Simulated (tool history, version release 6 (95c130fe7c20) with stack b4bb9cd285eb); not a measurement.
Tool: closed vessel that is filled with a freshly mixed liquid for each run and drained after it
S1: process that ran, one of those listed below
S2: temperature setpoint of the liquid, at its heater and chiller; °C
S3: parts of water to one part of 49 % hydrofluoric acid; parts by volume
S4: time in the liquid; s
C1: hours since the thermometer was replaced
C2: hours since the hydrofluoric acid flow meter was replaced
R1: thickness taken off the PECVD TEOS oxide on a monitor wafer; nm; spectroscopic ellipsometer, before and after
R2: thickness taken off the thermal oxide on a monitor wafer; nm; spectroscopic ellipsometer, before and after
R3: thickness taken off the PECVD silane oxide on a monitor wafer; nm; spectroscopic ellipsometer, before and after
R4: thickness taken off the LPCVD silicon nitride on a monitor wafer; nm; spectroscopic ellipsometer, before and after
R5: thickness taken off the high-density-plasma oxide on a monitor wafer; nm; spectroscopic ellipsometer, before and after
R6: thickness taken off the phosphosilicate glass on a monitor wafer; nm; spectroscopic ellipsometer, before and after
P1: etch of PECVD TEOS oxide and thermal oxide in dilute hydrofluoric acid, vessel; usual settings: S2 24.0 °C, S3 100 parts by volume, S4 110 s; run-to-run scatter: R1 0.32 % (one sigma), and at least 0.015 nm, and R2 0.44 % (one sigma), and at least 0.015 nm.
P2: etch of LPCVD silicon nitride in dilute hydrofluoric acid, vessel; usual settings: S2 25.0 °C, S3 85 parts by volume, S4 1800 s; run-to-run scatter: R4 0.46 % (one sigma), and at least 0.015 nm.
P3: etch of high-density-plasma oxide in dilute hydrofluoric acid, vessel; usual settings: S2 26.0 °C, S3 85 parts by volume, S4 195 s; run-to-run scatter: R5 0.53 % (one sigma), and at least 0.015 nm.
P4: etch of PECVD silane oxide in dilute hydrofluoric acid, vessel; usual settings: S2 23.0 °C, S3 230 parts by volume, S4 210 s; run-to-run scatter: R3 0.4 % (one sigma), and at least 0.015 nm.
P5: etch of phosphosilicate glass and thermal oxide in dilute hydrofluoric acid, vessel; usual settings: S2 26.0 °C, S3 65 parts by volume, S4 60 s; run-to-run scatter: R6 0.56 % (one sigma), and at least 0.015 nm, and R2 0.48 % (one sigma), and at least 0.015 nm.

| run | hour | S1 | S2 | S3 | S4 | C1 | C2 | R1 | R2 | R3 | R4 | R5 | R6 |
|---|---|---|---|---|---|---|---|---|---|---|---|---|---|
| 1 | 12.2 | P1 | 24.0 | 100 | 110 | 975.1 | 567.2 | 26.3000 | 5.4464 |  |  |  |  |
| 2 | 25.5 | P1 | 30.0 | 100 | 200 | 988.4 | 580.5 | 59.8300 | 12.4630 |  |  |  |  |
| 3 | 36.6 | P4 | 17.0 | 230 | 210 | 999.5 | 591.6 |  |  | 13.7660 |  |  |  |
| 4 | 52.3 | P1 | 24.0 | 100 | 110 | 1015.2 | 607.3 | 26.1950 | 5.4765 |  |  |  |  |
| 5 | 64.3 | P2 | 30.5 | 85 | 1800 | 1027.2 | 619.3 |  |  |  | 16.335 |  |  |
| 6 | 79.1 | P3 | 26.0 | 85 | 375 | 1042.0 | 634.1 |  |  |  |  | 28.379 |  |
| 7 | 87.3 | P1 | 24.0 | 100 | 30 | 1050.2 | 642.3 | 7.1516 | 1.4802 |  |  |  |  |
| 8 | 99.1 | P2 | 25.0 | 30 | 1800 | 1062.0 | 654.1 |  |  |  | 31.838 |  |  |
| 9 | 110.9 | P4 | 23.0 | 100 | 210 | 1073.8 | 665.9 |  |  | 45.9280 |  |  |  |
| 10 | 123.7 | P1 | 24.0 | 100 | 110 | 1086.6 | 678.7 | 26.2320 | 5.4234 |  |  |  |  |
| 11 | 140.5 | P1 | 24.0 | 100 | 110 | 1103.4 | 695.5 | 26.3020 | 5.4322 |  |  |  |  |
| 12 | 156.0 | P5 | 34.0 | 65 | 60 | 1118.9 | 711.0 |  | 6.4754 |  |  |  | 164.890 |
| 13 | 171.6 | P3 | 26.0 | 85 | 195 | 1134.5 | 726.6 |  |  |  |  | 14.582 |  |
| 14 | 184.8 | P1 | 31.5 | 100 | 110 | 1147.7 | 739.8 | 35.0750 | 7.2034 |  |  |  |  |
| 15 | 198.4 | P1 | 24.0 | 60 | 110 | 1161.3 | 753.4 | 46.0550 | 9.6351 |  |  |  |  |
| 16 | 209.4 | P1 | 24.0 | 100 | 110 | 1172.3 | 764.4 | 26.2990 | 5.4389 |  |  |  |  |
| 17 | 226.0 | P1 | 17.5 | 100 | 110 | 1188.9 | 781.0 | 20.0480 | 4.1670 |  |  |  |  |
| 18 | 235.2 | P5 | 26.0 | 115 | 60 | 1198.1 | 790.2 |  | 2.5532 |  |  |  | 64.469 |
| 19 | 249.9 | P1 | 24.0 | 100 | 205 | 1212.8 | 804.9 | 48.7830 | 10.1300 |  |  |  |  |
| 20 | 261.0 | P3 | 33.5 | 85 | 195 | 1223.9 | 816.0 |  |  |  |  | 19.349 |  |
| 21 | 271.7 | P1 | 24.0 | 145 | 110 | 1234.6 | 826.7 | 17.1480 | 3.5800 |  |  |  |  |
| 22 | 280.7 | P4 | 23.0 | 230 | 40 | 1243.6 | 835.7 |  |  | 3.2741 |  |  |  |
| 23 | 292.2 | P4 | 23.0 | 230 | 210 | 1255.1 | 847.2 |  |  | 17.4110 |  |  |  |
| 24 | 300.0 | P2 | 25.0 | 85 | 1800 | 1262.9 | 855.0 |  |  |  | 11.437 |  |  |
| 25 | 314.7 | P5 | 26.0 | 65 | 60 | 1277.6 | 869.7 |  | 4.7620 |  |  |  | 122.390 |
| 26 | 324.4 | P1 | 24.0 | 100 | 110 | 1287.3 | 879.4 | 26.2280 | 5.4183 |  |  |  |  |
| 27 | 332.1 | P1 | 30.0 | 30 | 110 | 1295.0 | 887.1 | 122.9300 | 25.3750 |  |  |  |  |
| 28 | 341.6 | P2 | 25.0 | 85 | 1800 | 1304.5 | 896.6 |  |  |  | 11.435 |  |  |
| 29 | 351.0 | P5 | 26.0 | 65 | 30 | 1313.9 | 906.0 |  | 2.3628 |  |  |  | 60.453 |
| 30 | 364.6 | P2 | 25.0 | 85 | 2730 | 1327.5 | 919.6 |  |  |  | 17.302 |  |  |
| 31 | 375.1 | P4 | 23.0 | 230 | 210 | 1338.0 | 930.1 |  |  | 17.2480 |  |  |  |
| 32 | 389.5 | P3 | 26.0 | 115 | 195 | 1352.4 | 944.5 |  |  |  |  | 10.362 |  |
| 33 | 399.3 | P1 | 24.0 | 100 | 110 | 1362.2 | 954.3 | 26.3560 | 5.3710 |  |  |  |  |
| 34 | 411.0 | P1 | 24.0 | 100 | 110 | 1373.9 | 966.0 | 26.9830 | 5.5993 |  |  |  |  |
| 35 | 426.7 | P1 | 24.0 | 100 | 110 | 1389.6 | 981.7 | 27.6230 | 5.7067 |  |  |  |  |
| 36 | 436.5 | P1 | 24.0 | 100 | 110 | 1399.4 | 991.5 | 27.8600 | 5.7565 |  |  |  |  |
| 37 | 444.9 | P1 | 24.0 | 100 | 110 | 1407.8 | 999.9 | 27.9560 | 5.7310 |  |  |  |  |
| 38 | 459.7 | P1 | 24.0 | 100 | 110 | 1422.6 | 1014.7 | 28.1150 | 5.8599 |  |  |  |  |
| 39 | 471.5 | P1 | 24.0 | 100 | 110 | 1434.4 | 1026.5 | 28.3060 | 5.8695 |  |  |  |  |
| 40 | 486.7 | P1 | 24.0 | 100 | 110 | 1449.6 | 1041.7 | 28.2390 | 5.8362 |  |  |  |  |
| 41 | 499.2 | P1 | 24.0 | 100 | 110 | 1462.1 | 1054.2 | 28.3490 | 5.8460 |  |  |  |  |
| 42 | 513.3 | P1 | 24.0 | 100 | 110 | 1476.2 | 1068.3 | 28.3160 | 5.8232 |  |  |  |  |

What P1 gives has crept away from where it was. These 2 causes fit the log equally well, each at the size given:
A: hydrofluoric acid flow above the setpoint (%) = 7.06
B: liquid hotter than its thermometer reads (K) = 1.95
The creep began at about hour 399.3.

4 check runs are offered, one wafer each, their results left as question marks. Which one tells the causes apart?
| check 1 | 527.4 | P4 | 17.0 | 230 | 65 |  |  |  |  | ? |  |  |  |
| check 2 | 527.4 | P2 | 25.0 | 45 | 1800 |  |  |  |  |  | ? |  |  |
| check 3 | 527.4 | P3 | 32.0 | 85 | 370 |  |  |  |  |  |  | ? |  |
| check 4 | 527.4 | P5 | 26.0 | 105 | 30 |  |  |  | ? |  |  |  | ? |

What each check would give under each cause:
| check | result | if A | if B |
|---|---|---|---|
| check 1 | R3 | 4.6237 | 4.5957 |
| check 2 | R4 | 22.823 | 24.311 |
| check 3 | R5 | 37.799 | 37.621 |
| check 4 | R2 | 1.5117 | 1.5084 |
| check 4 | R6 | 38.335 | 38.252 |
How far apart the two closest causes lie, in the result that separates them most: check 1 0.61 %; check 2 6.32 %; check 3 0.47 %; check 4 0.22 %
Check 2 tells the causes apart: in the others they would give nearly the same result.

Then check 2 was run and gave: R4 24.294 nm. Which cause is it?

It is B: liquid hotter than its thermometer reads (K).
